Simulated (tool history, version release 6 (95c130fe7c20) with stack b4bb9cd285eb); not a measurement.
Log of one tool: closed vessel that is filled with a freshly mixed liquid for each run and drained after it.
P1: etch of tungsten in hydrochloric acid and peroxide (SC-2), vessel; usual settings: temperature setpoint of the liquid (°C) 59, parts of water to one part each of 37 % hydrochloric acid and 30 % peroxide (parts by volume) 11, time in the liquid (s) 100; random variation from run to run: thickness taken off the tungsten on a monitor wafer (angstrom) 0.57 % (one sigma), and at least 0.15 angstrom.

run    day  temperature setpoint of the liquid (°C)  parts of water to one part each of 37 % hydrochloric acid and 30 % peroxide (parts by volume)  time in the liquid (s)  thickness taken off the tungsten on a monitor wafer (angstrom)
  1  0.146                                       59                                                                                             11                     100                                                          247.44
  2  0.396                                       59                                                                                              4                     100                                                          542.59
  3  0.646                                       59                                                                                             11                      30                                                          74.003
  4  0.867                                       59                                                                                             11                     180                                                          445.48
  5  1.021                                       59                                                                                           18.5                     100                                                          158.23
  6  1.312                                       42                                                                                             11                     100                                                          80.104
  7  1.575                                       49                                                                                            4.5                     100                                                          261.53
  8  1.733                                       59                                                                                             11                     100                                                          249.46
  9  1.958                                       72                                                                                             11                     100                                                          552.46
 10  2.196                                       59                                                                                             11                     100                                                          249.49
 11  2.504                                       59                                                                                             11                     100                                                          247.22
 12  2.767                                       59                                                                                             11                     100                                                          248.81
 13  2.971                                       59                                                                                             11                     100                                                          246.35
 14  3.142                                       59                                                                                             11                     100                                                          242.68
 15  3.342                                       59                                                                                             11                     100                                                           239.2
 16  3.517                                       59                                                                                             11                     100                                                          237.56
 17  3.804                                       59                                                                                             11                     100                                                          236.45
 18  4.008                                       59                                                                                             11                     100                                                          232.96
 19  4.275                                       59                                                                                             11                     100                                                           230.1
     4.446  -- new drum of peroxide connected
 20  4.546                                       59                                                                                             11                     100                                                           232.7
 21  4.858                                       59                                                                                             11                     100                                                          231.96
 22  5.154                                       59                                                                                             11                     100                                                          229.46

What P1 gives has crept away from where it was. These 2 causes fit the log equally well, each at the size given:
A: chemicals flow below the setpoint (%) = 8.67
B: liquid colder than its thermometer reads (K) = 1.22
The creep began at about day 2.971.
Why every other cause is out:
peroxide weaker than its label (%): serviced at day 4.446, which brought nothing back

4 check runs are offered, each on 3 wafers whose results are averaged, their results left as question marks. Which one tells the causes apart?
check 1  5.45                                       43                                                                                              4                     100                                                               ?
check 2  5.45                                       67                                                                                             11                      50                                                               ?
check 3  5.45                                       59                                                                                           16.5                     180                                                               ?
check 4  5.45                                       72                                                                                             11                     100                                                               ?

What each check would give under each cause:
  check                                                          result    if A    if B
check 1  thickness taken off the tungsten on a monitor wafer (angstrom)   175.6  171.45
check 2  thickness taken off the tungsten on a monitor wafer (angstrom)  188.66  189.34
check 3  thickness taken off the tungsten on a monitor wafer (angstrom)  290.34  291.49
check 4  thickness taken off the tungsten on a monitor wafer (angstrom)  507.57  510.47
How far apart the two closest causes lie, in the result that separates them most: check 1 2.39 %; check 2 0.36 %; check 3 0.4 %; check 4 0.57 %
Only check 1 tells the causes apart: in the others they would give nearly the same result.

Then check 1 was run and gave: thickness taken off the tungsten on a monitor wafer (angstrom) 176.72. Which cause is it?

It is A: chemicals flow below the setpoint (%).

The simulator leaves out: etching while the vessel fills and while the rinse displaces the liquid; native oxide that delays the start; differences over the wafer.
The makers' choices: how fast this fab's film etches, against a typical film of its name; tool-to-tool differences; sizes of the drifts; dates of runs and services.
